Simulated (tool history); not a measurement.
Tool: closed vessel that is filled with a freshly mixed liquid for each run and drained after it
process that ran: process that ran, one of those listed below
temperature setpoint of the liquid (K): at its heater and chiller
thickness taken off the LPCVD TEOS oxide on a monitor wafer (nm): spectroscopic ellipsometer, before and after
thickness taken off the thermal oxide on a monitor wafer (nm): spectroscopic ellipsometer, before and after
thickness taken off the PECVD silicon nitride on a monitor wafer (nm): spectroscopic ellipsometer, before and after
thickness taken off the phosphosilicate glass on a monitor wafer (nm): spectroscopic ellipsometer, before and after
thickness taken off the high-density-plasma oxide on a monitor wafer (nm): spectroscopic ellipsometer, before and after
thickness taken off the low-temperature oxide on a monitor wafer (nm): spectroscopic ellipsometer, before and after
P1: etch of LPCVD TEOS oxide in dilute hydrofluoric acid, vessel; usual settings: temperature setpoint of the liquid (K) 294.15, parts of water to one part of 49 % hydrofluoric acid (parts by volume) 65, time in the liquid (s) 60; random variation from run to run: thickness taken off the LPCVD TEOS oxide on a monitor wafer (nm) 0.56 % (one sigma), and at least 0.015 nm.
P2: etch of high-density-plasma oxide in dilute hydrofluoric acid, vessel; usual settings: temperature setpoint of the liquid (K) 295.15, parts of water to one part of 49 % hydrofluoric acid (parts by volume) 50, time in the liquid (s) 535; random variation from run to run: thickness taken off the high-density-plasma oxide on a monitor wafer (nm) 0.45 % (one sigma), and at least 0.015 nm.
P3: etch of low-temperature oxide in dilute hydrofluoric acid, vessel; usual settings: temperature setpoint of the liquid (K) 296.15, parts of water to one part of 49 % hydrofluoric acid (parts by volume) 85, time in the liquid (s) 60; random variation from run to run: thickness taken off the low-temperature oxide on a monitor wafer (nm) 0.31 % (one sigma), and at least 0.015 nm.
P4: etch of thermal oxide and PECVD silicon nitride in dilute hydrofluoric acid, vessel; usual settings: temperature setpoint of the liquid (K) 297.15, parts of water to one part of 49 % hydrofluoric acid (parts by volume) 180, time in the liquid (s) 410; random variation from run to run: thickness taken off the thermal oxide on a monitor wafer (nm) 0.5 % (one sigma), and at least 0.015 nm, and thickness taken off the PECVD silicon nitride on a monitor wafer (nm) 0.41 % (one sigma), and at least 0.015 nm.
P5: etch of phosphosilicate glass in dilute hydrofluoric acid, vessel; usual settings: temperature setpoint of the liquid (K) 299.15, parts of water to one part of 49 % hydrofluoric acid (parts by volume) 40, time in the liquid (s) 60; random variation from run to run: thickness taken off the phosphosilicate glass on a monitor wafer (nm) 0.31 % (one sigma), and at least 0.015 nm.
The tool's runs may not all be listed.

run   hour  process that ran  temperature setpoint of the liquid (K)  parts of water to one part of 49 % hydrofluoric acid (parts by volume)  time in the liquid (s)  hours since the thermometer was replaced  hours since the hydrofluoric acid flow meter was replaced  thickness taken off the LPCVD TEOS oxide on a monitor wafer (nm)  thickness taken off the thermal oxide on a monitor wafer (nm)  thickness taken off the PECVD silicon nitride on a monitor wafer (nm)  thickness taken off the phosphosilicate glass on a monitor wafer (nm)  thickness taken off the high-density-plasma oxide on a monitor wafer (nm)  thickness taken off the low-temperature oxide on a monitor wafer (nm)
  1   11.5                P1                                  294.15                                                                      65                      60                                     305.6                                                      258.2                                                            31.401
  2   24.1                P4                                  297.15                                                                     180                     410                                     318.2                                                      270.8                                                                                                                             9.89                                                                 5.5069
  3   34.7                P4                                  297.15                                                                     180                     130                                     328.8                                                      281.4                                                                                                                            3.087                                                                 1.7397
  4   41.6                P5                                  303.15                                                                      40                      60                                     335.7                                                      288.3                                                                                                                                                                                                                                                                         400.29
  5   55.7                P2                                  295.15                                                                      50                      30                                     349.8                                                      302.4                                                                                                                                                                                                                                                                                                                                                    3.0893
  6   68.2                P2                                  295.15                                                                      25                     535                                     362.3                                                      314.9                                                                                                                                                                                                                                                                                                                                                    113.87
  7   80.7                P1                                  302.15                                                                      65                      60                                     374.8                                                      327.4                                                            43.747
  8   91.8                P1                                  294.15                                                                      65                      60                                     385.9                                                      338.5                                                            31.794
  9  100.5                P5                                  299.15                                                                      65                      60                                     394.6                                                      347.2                                                                                                                                                                                                                                                                         201.83
     111.3  -- hydrofluoric acid flow meter replaced
 10    113                P3                                  296.15                                                                      85                      30                                     407.1                                                        1.8                                                                                                                                                                                                                                                                                                                                                                                                                            11.34
 11  124.1                P1                                  294.15                                                                      65                      60                                     418.2                                                       12.9                                                            31.529
 12  137.8                P1                                  294.15                                                                      25                      60                                     431.9                                                       26.6                                                            86.799
 13  143.8                P4                                  293.65                                                                     180                     410                                     437.9                                                       32.6                                                                                                                           8.6725                                                                 4.3883
 14  153.5                P3                                  296.15                                                                      25                      60                                     447.6                                                       42.3                                                                                                                                                                                                                                                                                                                                                                                                                           83.531
 15  160.5                P1                                  294.15                                                                      65                      30                                     454.6                                                       49.3                                                            15.693
 16  170.6                P3                                  296.15                                                                      85                      60                                     464.7                                                       59.4                                                                                                                                                                                                                                                                                                                                                                                                                            22.75
 17  179.7                P3                                  303.65                                                                      85                      60                                     473.8                                                       68.5                                                                                                                                                                                                                                                                                                                                                                                                                           30.466
 18  186.4                P5                                  299.15                                                                      40                      85                                     480.5                                                       75.2                                                                                                                                                                                                                                                                         483.91
 19  195.8                P2                                  295.15                                                                      50                     535                                     489.9                                                       84.6                                                                                                                                                                                                                                                                                                                                                    55.184
 20  208.1                P4                                  297.15                                                                      35                     410                                     502.2                                                       96.9                                                                                                                           60.925                                                                 27.532
 21  218.4                P1                                  290.15                                                                      90                      60                                     512.5                                                      107.2                                                            18.668
 22  226.2                P1                                  294.15                                                                      65                      60                                     520.3                                                        115                                                            31.422
 23  236.3                P1                                  294.15                                                                      65                      60                                     530.4                                                      125.1                                                            31.356
 24  245.1                P5                                  299.15                                                                      40                      60                                     539.2                                                      133.9                                                                                                                                                                                                                                                                          342.1
 25  257.5                P5                                  299.15                                                                      40                      60                                     551.6                                                      146.3                                                                                                                                                                                                                                                                         341.44
 26  268.4                P1                                  294.15                                                                      65                     100                                     562.5                                                      157.2                                                            52.262
 27  282.4                P2                                  295.15                                                                      50                     535                                     576.5                                                      171.2                                                                                                                                                                                                                                                                                                                                                    55.029
 28    290                P1                                  290.15                                                                      65                      60                                     584.1                                                      178.8                                                            26.368
 29  296.2                P1                                  294.15                                                                      65                      60                                     590.3                                                        185                                                             31.34
 30  303.2                P1                                  294.15                                                                     110                      60                                     597.3                                                        192                                                            17.808
 31  313.3                P2                                  290.15                                                                      50                     535                                     607.4                                                      202.1                                                                                                                                                                                                                                                                                                                                                    44.483
 32  320.2                P4                                  297.15                                                                     180                     410                                     614.3                                                        209                                                                                                                           9.9796                                                                 5.5028
 33  331.5                P1                                  294.15                                                                      65                      60                                     625.6                                                      220.3                                                            31.354
 34  339.6                P1                                  294.15                                                                      65                      60                                     633.7                                                      228.4                                                            30.355
 35  349.6                P1                                  294.15                                                                      65                      60                                     643.7                                                      238.4                                                            30.312
 36  361.7                P1                                  294.15                                                                      65                      60                                     655.8                                                      250.5                                                            29.447
 37  369.8                P1                                  294.15                                                                      65                      60                                     663.9                                                      258.6                                                             29.44
 38  381.8                P1                                  294.15                                                                      65                      60                                     675.9                                                      270.6                                                            29.033
 39    388                P1                                  294.15                                                                      65                      60                                     682.1                                                      276.8                                                            29.052
 40  397.4                P1                                  294.15                                                                      65                      60                                     691.5                                                      286.2                                                            28.823
 41  409.3                P1                                  294.15                                                                      65                      60                                     703.4                                                      298.1                                                            28.655
 42  418.9                P1                                  294.15                                                                      65                      60                                       713                                                      307.7                                                            28.846
 43    432                P1                                  294.15                                                                      65                      60                                     726.1                                                      320.8                                                             28.76
 44    440                P1                                  294.15                                                                      65                      60                                     734.1                                                      328.8                                                            28.749

What P1 gives has crept away from where it was. These 2 causes fit the log equally well, each at the size given:
A: hydrofluoric acid flow below the setpoint (%) = 8.25
B: liquid colder than its thermometer reads (K) = 2.22
The creep began at about hour 331.5.

4 check runs are offered, one wafer each, their results left as question marks. Which one tells the causes apart?
check 1   448                P4                                  297.15                                                                     180                     410                                                                                                                                                                                                                                     ?                                                                      ?
check 2   448                P3                                  296.15                                                                      85                      60                                                                                                                                                                                                                                                                                                                                                                                                                                                                                                                                     ?
check 3   448                P2                                  295.15                                                                      50                     535                                                                                                                                                                                                                                                                                                                                                                                                                                                              ?
check 4   448                P5                                  299.15                                                                      40                      60                                                                                                                                                                                                                                                                                                                                                                                   ?

What each check would give under each cause:
  check                                                                     result    if A    if B
check 1              thickness taken off the thermal oxide on a monitor wafer (nm)  8.9194  9.0963
check 1      thickness taken off the PECVD silicon nitride on a monitor wafer (nm)  5.0574   4.774
check 2      thickness taken off the low-temperature oxide on a monitor wafer (nm)  20.653  20.752
check 3  thickness taken off the high-density-plasma oxide on a monitor wafer (nm)  50.207  50.117
check 4      thickness taken off the phosphosilicate glass on a monitor wafer (nm)  310.98   310.9
How far apart the two closest causes lie, in the result that separates them most: check 1 5.77 %; check 2 0.48 %; check 3 0.18 %; check 4 0.02 %
Only check 1 tells the causes apart: in the others they would give nearly the same result.

Check 1 was then run and gave: thickness taken off the thermal oxide on a monitor wafer (nm) 9.074; thickness taken off the PECVD silicon nitride on a monitor wafer (nm) 4.7239. Which cause is it?

It is B: liquid colder than its thermometer reads (K).
